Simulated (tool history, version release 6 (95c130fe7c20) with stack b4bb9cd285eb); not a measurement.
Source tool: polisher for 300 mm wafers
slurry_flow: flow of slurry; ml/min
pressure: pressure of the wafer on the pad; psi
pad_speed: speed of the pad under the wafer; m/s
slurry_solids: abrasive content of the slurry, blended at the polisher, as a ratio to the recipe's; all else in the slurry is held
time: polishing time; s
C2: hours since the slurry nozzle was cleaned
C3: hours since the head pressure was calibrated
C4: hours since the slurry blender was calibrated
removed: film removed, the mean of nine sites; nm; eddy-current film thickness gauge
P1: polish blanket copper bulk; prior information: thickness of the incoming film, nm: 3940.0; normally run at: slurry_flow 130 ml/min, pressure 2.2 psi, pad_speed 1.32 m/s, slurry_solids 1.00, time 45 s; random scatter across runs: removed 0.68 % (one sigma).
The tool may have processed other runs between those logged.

run 1 hour=6.7 | slurry_flow=130 pressure=2.2 pad_speed=1.32 slurry_solids=1.00 time=45 | wafers_polished_on_this_pad=193 C2=406.4 C3=372.0 C4=219.5 | removed=483.93
run 2 hour=11.7 | slurry_flow=130 pressure=2.2 pad_speed=1.82 slurry_solids=1.00 time=45 | wafers_polished_on_this_pad=257 C2=411.4 C3=377.0 C4=224.5 | removed=678.52
-- hour=14.6 worn pad replaced by a new one
run 3 hour=16.4 | slurry_flow=130 pressure=2.2 pad_speed=1.32 slurry_solids=1.00 time=45 | wafers_polished_on_this_pad=24 C2=416.1 C3=381.7 C4=229.2 | removed=488.14
run 4 hour=20.1 | slurry_flow=80 pressure=2.2 pad_speed=1.32 slurry_solids=1.00 time=45 | wafers_polished_on_this_pad=71 C2=419.8 C3=385.4 C4=232.9 | removed=434.55
run 5 hour=27.1 | slurry_flow=130 pressure=1.5 pad_speed=1.32 slurry_solids=1.00 time=27 | wafers_polished_on_this_pad=161 C2=426.8 C3=392.4 C4=239.9 | removed=199.79
run 6 hour=31.9 | slurry_flow=175 pressure=2.2 pad_speed=1.32 slurry_solids=1.00 time=45 | wafers_polished_on_this_pad=222 C2=431.6 C3=397.2 C4=244.7 | removed=508.74
run 7 hour=38.5 | slurry_flow=130 pressure=1.0 pad_speed=1.32 slurry_solids=1.00 time=45 | wafers_polished_on_this_pad=307 C2=438.2 C3=403.8 C4=251.3 | removed=219.82
run 8 hour=42.1 | slurry_flow=130 pressure=2.9 pad_speed=1.32 slurry_solids=1.00 time=45 | wafers_polished_on_this_pad=353 C2=441.8 C3=407.4 C4=254.9 | removed=650.07
run 9 hour=46.7 | slurry_flow=130 pressure=2.2 pad_speed=1.32 slurry_solids=1.00 time=45 | wafers_polished_on_this_pad=412 C2=446.4 C3=412.0 C4=259.5 | removed=493.36
run 10 hour=50.6 | slurry_flow=130 pressure=2.2 pad_speed=1.32 slurry_solids=1.00 time=58 | wafers_polished_on_this_pad=462 C2=450.3 C3=415.9 C4=263.4 | removed=631.10
run 11 hour=56.3 | slurry_flow=130 pressure=2.2 pad_speed=1.32 slurry_solids=1.00 time=22 | wafers_polished_on_this_pad=535 C2=456.0 C3=421.6 C4=269.1 | removed=239.93
run 12 hour=62.1 | slurry_flow=130 pressure=2.2 pad_speed=1.32 slurry_solids=1.45 time=45 | wafers_polished_on_this_pad=609 C2=461.8 C3=427.4 C4=274.9 | removed=528.95
run 13 hour=69.0 | slurry_flow=130 pressure=2.2 pad_speed=0.84 slurry_solids=1.00 time=45 | wafers_polished_on_this_pad=697 C2=468.7 C3=434.3 C4=281.8 | removed=310.77
run 14 hour=72.7 | slurry_flow=130 pressure=2.2 pad_speed=1.32 slurry_solids=0.65 time=45 | wafers_polished_on_this_pad=745 C2=472.4 C3=438.0 C4=285.5 | removed=443.12
run 15 hour=77.2 | slurry_flow=130 pressure=2.2 pad_speed=1.32 slurry_solids=1.00 time=45 | wafers_polished_on_this_pad=802 C2=476.9 C3=442.5 C4=290.0 | removed=491.28
run 16 hour=80.5 | slurry_flow=130 pressure=2.2 pad_speed=1.32 slurry_solids=1.00 time=45 | wafers_polished_on_this_pad=845 C2=480.2 C3=445.8 C4=293.3 | removed=488.54
run 17 hour=83.9 | slurry_flow=130 pressure=2.2 pad_speed=1.32 slurry_solids=1.00 time=45 | wafers_polished_on_this_pad=888 C2=483.6 C3=449.2 C4=296.7 | removed=486.52
run 18 hour=90.5 | slurry_flow=130 pressure=2.2 pad_speed=1.32 slurry_solids=1.00 time=45 | wafers_polished_on_this_pad=973 C2=490.2 C3=455.8 C4=303.3 | removed=476.70

Forecast run 19:
run 19 hour=94.4 | slurry_flow=130 pressure=2.2 pad_speed=1.32 slurry_solids=1.00 time=45 | wafers_polished_on_this_pad=1023 C2=494.1 C3=459.7 C4=307.2 | removed=?

Run 19 came out at removed 458.70 nm.

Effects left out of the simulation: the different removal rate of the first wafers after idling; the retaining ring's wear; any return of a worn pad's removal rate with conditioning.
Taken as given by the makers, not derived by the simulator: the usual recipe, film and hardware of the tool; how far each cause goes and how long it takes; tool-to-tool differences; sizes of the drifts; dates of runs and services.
